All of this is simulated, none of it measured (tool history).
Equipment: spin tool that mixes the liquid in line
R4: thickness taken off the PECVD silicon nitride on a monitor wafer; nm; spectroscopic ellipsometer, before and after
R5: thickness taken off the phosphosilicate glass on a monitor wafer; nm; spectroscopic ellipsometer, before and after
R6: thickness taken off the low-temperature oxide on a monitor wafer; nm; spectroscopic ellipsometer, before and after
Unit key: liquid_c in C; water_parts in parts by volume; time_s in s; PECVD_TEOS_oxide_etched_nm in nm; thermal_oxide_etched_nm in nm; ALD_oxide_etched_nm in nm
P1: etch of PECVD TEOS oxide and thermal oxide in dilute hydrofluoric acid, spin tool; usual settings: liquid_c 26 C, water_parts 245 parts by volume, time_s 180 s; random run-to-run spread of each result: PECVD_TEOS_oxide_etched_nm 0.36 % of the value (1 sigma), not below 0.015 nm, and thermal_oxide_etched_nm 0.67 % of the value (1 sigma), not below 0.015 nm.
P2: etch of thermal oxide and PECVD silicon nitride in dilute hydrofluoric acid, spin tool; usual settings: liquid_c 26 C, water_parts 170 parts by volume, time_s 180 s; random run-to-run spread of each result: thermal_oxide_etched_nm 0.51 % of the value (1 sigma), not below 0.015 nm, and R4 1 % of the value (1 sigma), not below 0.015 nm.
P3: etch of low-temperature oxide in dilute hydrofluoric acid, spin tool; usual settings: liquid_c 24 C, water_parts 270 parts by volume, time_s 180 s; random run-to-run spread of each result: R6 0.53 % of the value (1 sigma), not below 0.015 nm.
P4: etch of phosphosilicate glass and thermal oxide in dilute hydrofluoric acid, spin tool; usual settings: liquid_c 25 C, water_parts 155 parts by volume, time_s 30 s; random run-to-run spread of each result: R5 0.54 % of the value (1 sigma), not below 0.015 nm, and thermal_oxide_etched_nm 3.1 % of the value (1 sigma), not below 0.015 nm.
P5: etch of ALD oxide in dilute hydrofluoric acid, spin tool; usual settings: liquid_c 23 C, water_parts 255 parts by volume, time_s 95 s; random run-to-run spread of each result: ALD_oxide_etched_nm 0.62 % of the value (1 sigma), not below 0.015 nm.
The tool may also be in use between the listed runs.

run 1 hour=12.8 | process=P1 liquid_c=26 water_parts=245 time_s=180 | PECVD_TEOS_oxide_etched_nm=5.6568 thermal_oxide_etched_nm=3.1619
run 2 hour=23.2 | process=P1 liquid_c=26 water_parts=430 time_s=180 | PECVD_TEOS_oxide_etched_nm=2.6949 thermal_oxide_etched_nm=1.5217
run 3 hour=38.5 | process=P5 liquid_c=23 water_parts=255 time_s=95 | ALD_oxide_etched_nm=5.0031
run 4 hour=54.1 | process=P2 liquid_c=26 water_parts=270 time_s=180 | thermal_oxide_etched_nm=2.8938 R4=1.4943
run 5 hour=67 | process=P1 liquid_c=26 water_parts=245 time_s=180 | PECVD_TEOS_oxide_etched_nm=5.6575 thermal_oxide_etched_nm=3.2323
run 6 hour=78.4 | process=P2 liquid_c=26 water_parts=170 time_s=180 | thermal_oxide_etched_nm=5.1509 R4=2.3341
run 7 hour=93.5 | process=P4 liquid_c=25 water_parts=155 time_s=30 | thermal_oxide_etched_nm=0.87186 R5=37.817
run 8 hour=103.8 | process=P2 liquid_c=26 water_parts=170 time_s=80 | thermal_oxide_etched_nm=2.3028 R4=1.0447
run 9 hour=119.5 | process=P5 liquid_c=23 water_parts=255 time_s=155 | ALD_oxide_etched_nm=8.1457
run 10 hour=133.1 | process=P4 liquid_c=30.5 water_parts=155 time_s=30 | thermal_oxide_etched_nm=0.99965 R5=46.562
run 11 hour=148 | process=P3 liquid_c=17.5 water_parts=270 time_s=180 | R6=15.432
run 12 hour=162 | process=P1 liquid_c=20 water_parts=245 time_s=180 | PECVD_TEOS_oxide_etched_nm=4.5473 thermal_oxide_etched_nm=2.5474
run 13 hour=169.6 | process=P3 liquid_c=24 water_parts=270 time_s=60 | R6=6.4838
run 14 hour=185 | process=P5 liquid_c=17 water_parts=255 time_s=95 | ALD_oxide_etched_nm=4.054
run 15 hour=193.1 | process=P1 liquid_c=26 water_parts=245 time_s=180 | PECVD_TEOS_oxide_etched_nm=5.6327 thermal_oxide_etched_nm=3.1836
run 16 hour=200.1 | process=P1 liquid_c=26 water_parts=245 time_s=180 | PECVD_TEOS_oxide_etched_nm=5.6301 thermal_oxide_etched_nm=3.218
-- hour=203.1 hydrofluoric acid flow meter replaced
run 17 hour=207.4 | process=P1 liquid_c=26 water_parts=245 time_s=310 | PECVD_TEOS_oxide_etched_nm=9.7219 thermal_oxide_etched_nm=5.5331
run 18 hour=218.8 | process=P1 liquid_c=26 water_parts=245 time_s=180 | PECVD_TEOS_oxide_etched_nm=5.6392 thermal_oxide_etched_nm=3.1866
run 19 hour=229.4 | process=P1 liquid_c=26 water_parts=80 time_s=180 | PECVD_TEOS_oxide_etched_nm=21.038 thermal_oxide_etched_nm=11.871
run 20 hour=236.7 | process=P1 liquid_c=26 water_parts=245 time_s=180 | PECVD_TEOS_oxide_etched_nm=5.6565 thermal_oxide_etched_nm=3.1999
run 21 hour=249.1 | process=P1 liquid_c=26 water_parts=245 time_s=25 | PECVD_TEOS_oxide_etched_nm=0.7807 thermal_oxide_etched_nm=0.44396
run 22 hour=261.1 | process=P3 liquid_c=24 water_parts=55 time_s=180 | R6=121.22
run 23 hour=272.6 | process=P5 liquid_c=23 water_parts=360 time_s=95 | ALD_oxide_etched_nm=3.2224
run 24 hour=286 | process=P1 liquid_c=31.5 water_parts=245 time_s=315 | PECVD_TEOS_oxide_etched_nm=11.924 thermal_oxide_etched_nm=6.7162
run 25 hour=299.8 | process=P4 liquid_c=25 water_parts=60 time_s=30 | thermal_oxide_etched_nm=2.658 R5=111.39
run 26 hour=306.9 | process=P1 liquid_c=29.5 water_parts=110 time_s=180 | PECVD_TEOS_oxide_etched_nm=16.782 thermal_oxide_etched_nm=9.5732
run 27 hour=320 | process=P1 liquid_c=34 water_parts=245 time_s=180 | PECVD_TEOS_oxide_etched_nm=7.3746 thermal_oxide_etched_nm=4.1759
run 28 hour=331 | process=P4 liquid_c=25 water_parts=155 time_s=15 | thermal_oxide_etched_nm=0.43988 R5=19.025
run 29 hour=345 | process=P3 liquid_c=24 water_parts=270 time_s=180 | R6=19.449
run 30 hour=357.1 | process=P2 liquid_c=33.5 water_parts=170 time_s=180 | thermal_oxide_etched_nm=6.7031 R4=3.6814
run 31 hour=366.5 | process=P3 liquid_c=24 water_parts=270 time_s=180 | R6=19.671
run 32 hour=376 | process=P5 liquid_c=23 water_parts=255 time_s=95 | ALD_oxide_etched_nm=5.0047
run 33 hour=384.2 | process=P1 liquid_c=26 water_parts=245 time_s=180 | PECVD_TEOS_oxide_etched_nm=5.6619 thermal_oxide_etched_nm=3.1825
run 34 hour=399.5 | process=P1 liquid_c=26 water_parts=245 time_s=180 | PECVD_TEOS_oxide_etched_nm=5.8577 thermal_oxide_etched_nm=3.3286
run 35 hour=406.8 | process=P1 liquid_c=26 water_parts=245 time_s=180 | PECVD_TEOS_oxide_etched_nm=5.9255 thermal_oxide_etched_nm=3.3464
run 36 hour=419.1 | process=P1 liquid_c=26 water_parts=245 time_s=180 | PECVD_TEOS_oxide_etched_nm=5.9548 thermal_oxide_etched_nm=3.4002
run 37 hour=433.6 | process=P1 liquid_c=26 water_parts=245 time_s=180 | PECVD_TEOS_oxide_etched_nm=6.0128 thermal_oxide_etched_nm=3.3567
run 38 hour=444.6 | process=P1 liquid_c=26 water_parts=245 time_s=180 | PECVD_TEOS_oxide_etched_nm=6.0462 thermal_oxide_etched_nm=3.3947
run 39 hour=454.6 | process=P1 liquid_c=26 water_parts=245 time_s=180 | PECVD_TEOS_oxide_etched_nm=5.9895 thermal_oxide_etched_nm=3.4463
run 40 hour=464.1 | process=P1 liquid_c=26 water_parts=245 time_s=180 | PECVD_TEOS_oxide_etched_nm=6.0673 thermal_oxide_etched_nm=3.4686

What P1 gives has crept away from where it was. These 2 causes fit the log equally well, each at the size given:
A: liquid hotter than its thermometer reads (K) = 1.92
B: hydrofluoric acid flow above the setpoint (%) = 5.43
Creep in the process output first set in at about hour 384.2.

Of the 4 check runs below, each run on 2 wafers with the results averaged and each result still a question mark, which one would tell the listed causes apart?
run check 1 hour=473.6 | process=P2 liquid_c=26 water_parts=170 time_s=180 | thermal_oxide_etched_nm=? R4=?
run check 2 hour=473.6 | process=P5 liquid_c=23 water_parts=255 time_s=95 | ALD_oxide_etched_nm=?
run check 3 hour=473.6 | process=P3 liquid_c=24 water_parts=270 time_s=180 | R6=?
run check 4 hour=473.6 | process=P4 liquid_c=25 water_parts=155 time_s=30 | thermal_oxide_etched_nm=? R5=?

Check results expected under each cause:
check=check_1 result=thermal_oxide_etched_nm if_A=5.5351 if_B=5.4966
check=check_1 result=R4 if_A=2.6242 if_B=2.4545
check=check_2 result=ALD_oxide_etched_nm if_A=5.3624 if_B=5.3486
check=check_3 result=R6 if_A=20.831 if_B=20.826
check=check_4 result=thermal_oxide_etched_nm if_A=0.93115 if_B=0.92233
check=check_4 result=R5 if_A=40.954 if_B=40.566
Per check, the gap between the least separated pair of causes, taken in the result that splits them most: check 1 6.68 %; check 2 0.26 %; check 3 0.02 %; check 4 0.95 %
Of the check runs offered, only check 1 discriminates between the causes; the rest would read about the same regardless of which cause applies.

Then check 1 was run and gave: thermal_oxide_etched_nm 5.4748 nm; R4 2.4094 nm. Which cause is it?

It was cause B: hydrofluoric acid flow above the setpoint (%).
